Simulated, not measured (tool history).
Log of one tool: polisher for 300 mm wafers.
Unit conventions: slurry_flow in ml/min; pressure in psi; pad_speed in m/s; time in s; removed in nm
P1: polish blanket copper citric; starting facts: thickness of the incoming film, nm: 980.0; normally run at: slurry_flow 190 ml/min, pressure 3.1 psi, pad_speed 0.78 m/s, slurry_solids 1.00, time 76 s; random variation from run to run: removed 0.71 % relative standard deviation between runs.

{"run": 1, "hour": 7.1, "slurry_flow": 190, "pressure": 3.1, "pad_speed": 0.78, "slurry_solids": 1.0, "time": 76, "removed": 122.15}
{"run": 2, "hour": 17.2, "slurry_flow": 190, "pressure": 3.1, "pad_speed": 0.78, "slurry_solids": 1.0, "time": 47, "removed": 74.418}
{"run": 3, "hour": 26.3, "slurry_flow": 190, "pressure": 2.3, "pad_speed": 0.78, "slurry_solids": 0.55, "time": 76, "removed": 81.209}
{"run": 4, "hour": 35.0, "slurry_flow": 115, "pressure": 3.1, "pad_speed": 0.78, "slurry_solids": 1.0, "time": 76, "removed": 113.14}
{"run": 5, "hour": 41.5, "slurry_flow": 190, "pressure": 3.1, "pad_speed": 1.16, "slurry_solids": 1.0, "time": 76, "removed": 180.25}
{"run": 6, "hour": 55.4, "slurry_flow": 190, "pressure": 3.1, "pad_speed": 0.78, "slurry_solids": 1.0, "time": 76, "removed": 121.8}
{"run": 7, "hour": 66.0, "slurry_flow": 190, "pressure": 3.1, "pad_speed": 0.78, "slurry_solids": 1.0, "time": 76, "removed": 122.27}
{"run": 8, "hour": 76.6, "slurry_flow": 190, "pressure": 3.1, "pad_speed": 0.52, "slurry_solids": 1.0, "time": 116, "removed": 126.9}
{"run": 9, "hour": 86.5, "slurry_flow": 260, "pressure": 3.1, "pad_speed": 0.78, "slurry_solids": 1.0, "time": 76, "removed": 127.45}
{"run": 10, "hour": 100.5, "slurry_flow": 190, "pressure": 3.1, "pad_speed": 0.78, "slurry_solids": 1.0, "time": 76, "removed": 120.78}
{"run": 11, "hour": 111.6, "slurry_flow": 190, "pressure": 3.1, "pad_speed": 0.78, "slurry_solids": 1.0, "time": 121, "removed": 197.21}
{"run": 12, "hour": 120.3, "slurry_flow": 190, "pressure": 3.1, "pad_speed": 0.36, "slurry_solids": 1.0, "time": 76, "removed": 57.881}
{"run": 13, "hour": 128.0, "slurry_flow": 190, "pressure": 3.1, "pad_speed": 0.78, "slurry_solids": 0.75, "time": 76, "removed": 113.95}
{"run": 14, "hour": 141.7, "slurry_flow": 190, "pressure": 4.3, "pad_speed": 0.78, "slurry_solids": 1.0, "time": 76, "removed": 167.56}
{"run": 15, "hour": 149.4, "slurry_flow": 190, "pressure": 1.6, "pad_speed": 0.78, "slurry_solids": 1.0, "time": 76, "removed": 65.527}
{"run": 16, "hour": 158.9, "slurry_flow": 190, "pressure": 3.1, "pad_speed": 0.78, "slurry_solids": 1.0, "time": 76, "removed": 123.33}
{"run": 17, "hour": 171.6, "slurry_flow": 190, "pressure": 3.1, "pad_speed": 0.78, "slurry_solids": 1.45, "time": 76, "removed": 132.53}
{"run": 18, "hour": 180.4, "slurry_flow": 190, "pressure": 3.1, "pad_speed": 0.78, "slurry_solids": 1.0, "time": 76, "removed": 122.36}
{"run": 19, "hour": 188.0, "slurry_flow": 190, "pressure": 3.1, "pad_speed": 0.78, "slurry_solids": 1.0, "time": 76, "removed": 120.06}
{"run": 20, "hour": 199.7, "slurry_flow": 190, "pressure": 3.1, "pad_speed": 0.78, "slurry_solids": 1.0, "time": 76, "removed": 118.04}
{"run": 21, "hour": 212.5, "slurry_flow": 190, "pressure": 3.1, "pad_speed": 0.78, "slurry_solids": 1.0, "time": 76, "removed": 116.57}
{"run": 22, "hour": 223.9, "slurry_flow": 190, "pressure": 3.1, "pad_speed": 0.78, "slurry_solids": 1.0, "time": 76, "removed": 117.68}
{"hour": 228.4, "done": "worn pad replaced by a new one"}
{"run": 23, "hour": 237.6, "slurry_flow": 190, "pressure": 3.1, "pad_speed": 0.78, "slurry_solids": 1.0, "time": 76, "removed": 115.39}
{"hour": 240.5, "done": "slurry blender recalibrated"}
{"run": 24, "hour": 250.2, "slurry_flow": 190, "pressure": 3.1, "pad_speed": 0.78, "slurry_solids": 1.0, "time": 76, "removed": 115.09}
{"run": 25, "hour": 257.3, "slurry_flow": 190, "pressure": 3.1, "pad_speed": 0.78, "slurry_solids": 1.0, "time": 76, "removed": 114.91}
{"run": 26, "hour": 268.3, "slurry_flow": 190, "pressure": 3.1, "pad_speed": 0.78, "slurry_solids": 1.0, "time": 76, "removed": 115.88}
{"run": 27, "hour": 279.5, "slurry_flow": 190, "pressure": 3.1, "pad_speed": 0.78, "slurry_solids": 1.0, "time": 76, "removed": 116.05}

Compared with where it was, what P1 gives has crept away. Each cause listed below fits the log as well as the rest, at the size given for it:
A: slurry flow missing at the pad, % = 28.7
B: head's pressure below its setpoint, % = 5.47
The process output started creeping at around hour 180.4.
Excluded causes, each with its reason:
removal rate lost through wear of the pad, %: serviced at hour 228.4, after the change had begun; the process did not return to its earlier output
abrasive missing from the slurry, %: serviced at hour 240.5, after the change had begun; the process did not return to its earlier output

The list below offers 4 check runs, each averaging the results of 3 wafers, and shows each result as a question mark. For which of them would the listed causes give clearly different results?
{"run": "check 1", "hour": 290.7, "slurry_flow": 190, "pressure": 1.6, "pad_speed": 1.16, "slurry_solids": 1.0, "time": 76, "removed": "?"}
{"run": "check 2", "hour": 290.7, "slurry_flow": 190, "pressure": 2.0, "pad_speed": 0.78, "slurry_solids": 0.8, "time": 76, "removed": "?"}
{"run": "check 3", "hour": 290.7, "slurry_flow": 190, "pressure": 1.6, "pad_speed": 0.78, "slurry_solids": 1.4, "time": 76, "removed": "?"}
{"run": "check 4", "hour": 290.7, "slurry_flow": 115, "pressure": 1.7, "pad_speed": 0.78, "slurry_solids": 1.0, "time": 76, "removed": "?"}

Expected result of each check under each candidate cause:
check=check_1 result=removed if_A=89.637 if_B=89.685
check=check_2 result=removed if_A=72.392 if_B=72.460
check=check_3 result=removed if_A=66.083 if_B=66.186
check=check_4 result=removed if_A=57.720 if_B=59.640
Minimum pairwise separation of causes per check, each pair taken at its best-separating result: check 1 0.05 %; check 2 0.09 %; check 3 0.16 %; check 4 3.27 %
Of the check runs offered, only check 4 discriminates between the causes; the rest would read about the same regardless of which cause applies.

Running check 4 produced the following: removed 59.880 nm. Which one of the listed causes fits?

B is the cause: head's pressure below its setpoint, %.

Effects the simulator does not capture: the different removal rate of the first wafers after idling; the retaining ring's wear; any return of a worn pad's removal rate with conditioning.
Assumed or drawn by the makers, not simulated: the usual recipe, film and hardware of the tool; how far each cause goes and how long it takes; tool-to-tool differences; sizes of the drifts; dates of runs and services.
